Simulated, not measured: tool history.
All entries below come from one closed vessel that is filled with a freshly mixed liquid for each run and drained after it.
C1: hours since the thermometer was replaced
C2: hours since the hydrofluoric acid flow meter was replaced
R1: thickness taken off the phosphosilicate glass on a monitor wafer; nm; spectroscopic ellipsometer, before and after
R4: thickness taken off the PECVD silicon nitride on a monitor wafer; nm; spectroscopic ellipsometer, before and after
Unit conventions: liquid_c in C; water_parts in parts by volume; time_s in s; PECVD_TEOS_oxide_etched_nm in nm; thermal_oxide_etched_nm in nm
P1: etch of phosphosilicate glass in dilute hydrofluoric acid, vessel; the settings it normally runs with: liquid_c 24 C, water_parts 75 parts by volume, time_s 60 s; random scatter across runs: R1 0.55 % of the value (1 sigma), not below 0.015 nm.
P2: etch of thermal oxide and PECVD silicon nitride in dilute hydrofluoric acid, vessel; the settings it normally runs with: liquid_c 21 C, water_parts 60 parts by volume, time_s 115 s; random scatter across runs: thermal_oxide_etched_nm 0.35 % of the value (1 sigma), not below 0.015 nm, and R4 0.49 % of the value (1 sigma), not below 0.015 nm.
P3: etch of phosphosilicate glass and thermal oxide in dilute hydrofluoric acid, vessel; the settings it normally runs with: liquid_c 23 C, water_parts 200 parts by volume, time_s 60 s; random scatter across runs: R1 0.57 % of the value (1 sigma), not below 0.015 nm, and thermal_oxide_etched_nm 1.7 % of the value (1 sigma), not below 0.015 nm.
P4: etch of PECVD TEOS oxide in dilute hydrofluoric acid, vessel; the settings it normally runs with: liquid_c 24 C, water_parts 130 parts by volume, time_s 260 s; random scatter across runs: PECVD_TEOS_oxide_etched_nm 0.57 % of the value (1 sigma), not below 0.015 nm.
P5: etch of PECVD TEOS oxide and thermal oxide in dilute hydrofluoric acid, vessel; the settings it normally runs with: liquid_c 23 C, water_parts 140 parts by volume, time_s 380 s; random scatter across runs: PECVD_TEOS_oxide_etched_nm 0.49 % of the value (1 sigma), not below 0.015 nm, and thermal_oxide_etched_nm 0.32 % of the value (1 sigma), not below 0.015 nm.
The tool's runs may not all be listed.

Run 1, hour 11.6: process P1, liquid_c 24 C, water_parts 75 parts by volume, time_s 60 s; C1 281.9; C2 438.5. Result: R1 133.74 nm.
Run 2, hour 27.2: process P1, liquid_c 24 C, water_parts 75 parts by volume, time_s 30 s; C1 297.5; C2 454.1. Result: R1 67.928 nm.
Run 3, hour 38.2: process P1, liquid_c 24 C, water_parts 75 parts by volume, time_s 95 s; C1 308.5; C2 465.1. Result: R1 211.66 nm.
Run 4, hour 53.2: process P1, liquid_c 24 C, water_parts 75 parts by volume, time_s 60 s; C1 323.5; C2 480.1. Result: R1 133.94 nm.
Run 5, hour 66.2: process P1, liquid_c 30 C, water_parts 75 parts by volume, time_s 60 s; C1 336.5; C2 493.1. Result: R1 169.66 nm.
Run 6, hour 79: process P5, liquid_c 23 C, water_parts 140 parts by volume, time_s 380 s; C1 349.3; C2 505.9. Result: PECVD_TEOS_oxide_etched_nm 38.119 nm, thermal_oxide_etched_nm 11.61 nm.
Run 7, hour 87.5: process P4, liquid_c 24 C, water_parts 55 parts by volume, time_s 260 s; C1 357.8; C2 514.4. Result: PECVD_TEOS_oxide_etched_nm 78.558 nm.
Run 8, hour 95.9: process P1, liquid_c 24 C, water_parts 35 parts by volume, time_s 60 s; C1 366.2; C2 522.8. Result: R1 302.29 nm.
Run 9, hour 108.2: process P5, liquid_c 27 C, water_parts 140 parts by volume, time_s 380 s; C1 378.5; C2 535.1. Result: PECVD_TEOS_oxide_etched_nm 44.21 nm, thermal_oxide_etched_nm 13.598 nm.
At hour 120.4: hydrofluoric acid flow meter replaced.
Run 10, hour 124.3: process P1, liquid_c 24 C, water_parts 75 parts by volume, time_s 60 s; C1 394.6; C2 3.9. Result: R1 134.05 nm.
Run 11, hour 137: process P2, liquid_c 21 C, water_parts 60 parts by volume, time_s 30 s; C1 407.3; C2 16.6. Result: thermal_oxide_etched_nm 2.1293 nm, R4 2.2219 nm.
Run 12, hour 146.4: process P1, liquid_c 17.5 C, water_parts 75 parts by volume, time_s 60 s; C1 416.7; C2 26. Result: R1 102.62 nm.
Run 13, hour 157.1: process P1, liquid_c 31 C, water_parts 75 parts by volume, time_s 30 s; C1 427.4; C2 36.7. Result: R1 89.024 nm.
Run 14, hour 167.3: process P1, liquid_c 24 C, water_parts 75 parts by volume, time_s 60 s; C1 437.6; C2 46.9. Result: R1 135.2 nm.
At hour 176.6: thermometer replaced.
Run 15, hour 179.1: process P1, liquid_c 24 C, water_parts 75 parts by volume, time_s 60 s; C1 2.5; C2 58.7. Result: R1 134.72 nm.
Run 16, hour 188.1: process P3, liquid_c 23 C, water_parts 200 parts by volume, time_s 30 s; C1 11.5; C2 67.7. Result: R1 13.414 nm, thermal_oxide_etched_nm 0.59971 nm.
Run 17, hour 198.6: process P3, liquid_c 23 C, water_parts 50 parts by volume, time_s 60 s; C1 22; C2 78.2. Result: R1 128.15 nm, thermal_oxide_etched_nm 5.99 nm.
Run 18, hour 206.4: process P4, liquid_c 24 C, water_parts 130 parts by volume, time_s 480 s; C1 29.8; C2 86. Result: PECVD_TEOS_oxide_etched_nm 55.837 nm.
Run 19, hour 217.6: process P1, liquid_c 24 C, water_parts 75 parts by volume, time_s 60 s; C1 41; C2 97.2. Result: R1 134.7 nm.
Run 20, hour 227: process P1, liquid_c 24 C, water_parts 135 parts by volume, time_s 60 s; C1 50.4; C2 106.6. Result: R1 69.259 nm.
Run 21, hour 235.8: process P5, liquid_c 23 C, water_parts 250 parts by volume, time_s 380 s; C1 59.2; C2 115.4. Result: PECVD_TEOS_oxide_etched_nm 19.22 nm, thermal_oxide_etched_nm 5.8136 nm.
Run 22, hour 251.4: process P2, liquid_c 21 C, water_parts 20 parts by volume, time_s 115 s; C1 74.8; C2 131. Result: thermal_oxide_etched_nm 25.656 nm, R4 24.372 nm.
Run 23, hour 267.6: process P2, liquid_c 21 C, water_parts 60 parts by volume, time_s 115 s; C1 91; C2 147.2. Result: thermal_oxide_etched_nm 8.0872 nm, R4 8.5437 nm.
Run 24, hour 278.5: process P2, liquid_c 17 C, water_parts 60 parts by volume, time_s 115 s; C1 101.9; C2 158.1. Result: thermal_oxide_etched_nm 6.8702 nm, R4 6.4517 nm.
Run 25, hour 294.1: process P3, liquid_c 17 C, water_parts 200 parts by volume, time_s 60 s; C1 117.5; C2 173.7. Result: R1 21.105 nm, thermal_oxide_etched_nm 1.0084 nm.
Run 26, hour 305.5: process P2, liquid_c 21 C, water_parts 60 parts by volume, time_s 115 s; C1 128.9; C2 185.1. Result: thermal_oxide_etched_nm 8.1049 nm, R4 8.5665 nm.
Run 27, hour 321: process P1, liquid_c 24 C, water_parts 75 parts by volume, time_s 60 s; C1 144.4; C2 200.6. Result: R1 134.66 nm.
Run 28, hour 336.8: process P3, liquid_c 23 C, water_parts 200 parts by volume, time_s 60 s; C1 160.2; C2 216.4. Result: R1 26.448 nm, thermal_oxide_etched_nm 1.2467 nm.
Run 29, hour 347.5: process P4, liquid_c 24 C, water_parts 130 parts by volume, time_s 260 s; C1 170.9; C2 227.1. Result: PECVD_TEOS_oxide_etched_nm 30.089 nm.
Run 30, hour 364.5: process P4, liquid_c 18.5 C, water_parts 130 parts by volume, time_s 260 s; C1 187.9; C2 244.1. Result: PECVD_TEOS_oxide_etched_nm 24.417 nm.
Run 31, hour 374.3: process P5, liquid_c 23 C, water_parts 140 parts by volume, time_s 30 s; C1 197.7; C2 253.9. Result: PECVD_TEOS_oxide_etched_nm 2.9813 nm, thermal_oxide_etched_nm 0.90777 nm.
Run 32, hour 387.2: process P1, liquid_c 24 C, water_parts 75 parts by volume, time_s 60 s; C1 210.6; C2 266.8. Result: R1 134.53 nm.
Run 33, hour 400.2: process P1, liquid_c 24 C, water_parts 75 parts by volume, time_s 60 s; C1 223.6; C2 279.8. Result: R1 129.33 nm.
Run 34, hour 410.4: process P1, liquid_c 24 C, water_parts 75 parts by volume, time_s 60 s; C1 233.8; C2 290. Result: R1 127.5 nm.
Run 35, hour 422.4: process P1, liquid_c 24 C, water_parts 75 parts by volume, time_s 60 s; C1 245.8; C2 302. Result: R1 126.35 nm.
Run 36, hour 431: process P1, liquid_c 24 C, water_parts 75 parts by volume, time_s 60 s; C1 254.4; C2 310.6. Result: R1 125.96 nm.
Run 37, hour 447.2: process P1, liquid_c 24 C, water_parts 75 parts by volume, time_s 60 s; C1 270.6; C2 326.8. Result: R1 122.38 nm.
Run 38, hour 460.9: process P1, liquid_c 24 C, water_parts 75 parts by volume, time_s 60 s; C1 284.3; C2 340.5. Result: R1 122 nm.
Run 39, hour 473.3: process P1, liquid_c 24 C, water_parts 75 parts by volume, time_s 60 s; C1 296.7; C2 352.9. Result: R1 122.56 nm.
Run 40, hour 481.3: process P1, liquid_c 24 C, water_parts 75 parts by volume, time_s 60 s; C1 304.7; C2 360.9. Result: R1 123.08 nm.
Run 41, hour 495.5: process P1, liquid_c 24 C, water_parts 75 parts by volume, time_s 60 s; C1 318.9; C2 375.1. Result: R1 122.73 nm.

Compared with where it was, what P1 gives has crept away. Each cause listed below fits the log as well as the rest, at the size given for it:
A: hydrofluoric acid flow below the setpoint (%) = 8.56
B: liquid colder than its thermometer reads (K) = 2.42
Onset of the creep was near hour 387.2.

4 check runs are offered, one wafer each, their results left as question marks. Which one tells the causes apart?
Run check 1, hour 509.7: process P4, liquid_c 24 C, water_parts 60 parts by volume, time_s 260 s. Result: PECVD_TEOS_oxide_etched_nm ?.
Run check 2, hour 509.7: process P2, liquid_c 21 C, water_parts 30 parts by volume, time_s 40 s. Result: thermal_oxide_etched_nm ?, R4 ?.
Run check 3, hour 509.7: process P5, liquid_c 23 C, water_parts 195 parts by volume, time_s 45 s. Result: PECVD_TEOS_oxide_etched_nm ?, thermal_oxide_etched_nm ?.
Run check 4, hour 509.7: process P3, liquid_c 20 C, water_parts 200 parts by volume, time_s 30 s. Result: R1 ?, thermal_oxide_etched_nm ?.

Expected result of each check under each candidate cause:
  check                      result     if A     if B
check 1  PECVD_TEOS_oxide_etched_nm   64.708   64.519
check 2     thermal_oxide_etched_nm   5.3506   5.2898
check 2                          R4   5.3364   4.9087
check 3  PECVD_TEOS_oxide_etched_nm    2.739    2.785
check 3     thermal_oxide_etched_nm  0.83966  0.85375
check 4                          R1   10.698   10.838
check 4     thermal_oxide_etched_nm  0.50513  0.51173
Per-check spread between the two closest causes, in the result where they differ most: check 1 0.29 %; check 2 8.35 %; check 3 1.66 %; check 4 1.3 %
The other checks would show nearly matching results whichever cause is true, so check 2 is the only one that separates the causes.

Here is what check 2 returned: thermal_oxide_etched_nm 5.2731 nm; R4 4.8835 nm. Which cause is it?

B is the cause: liquid colder than its thermometer reads (K).
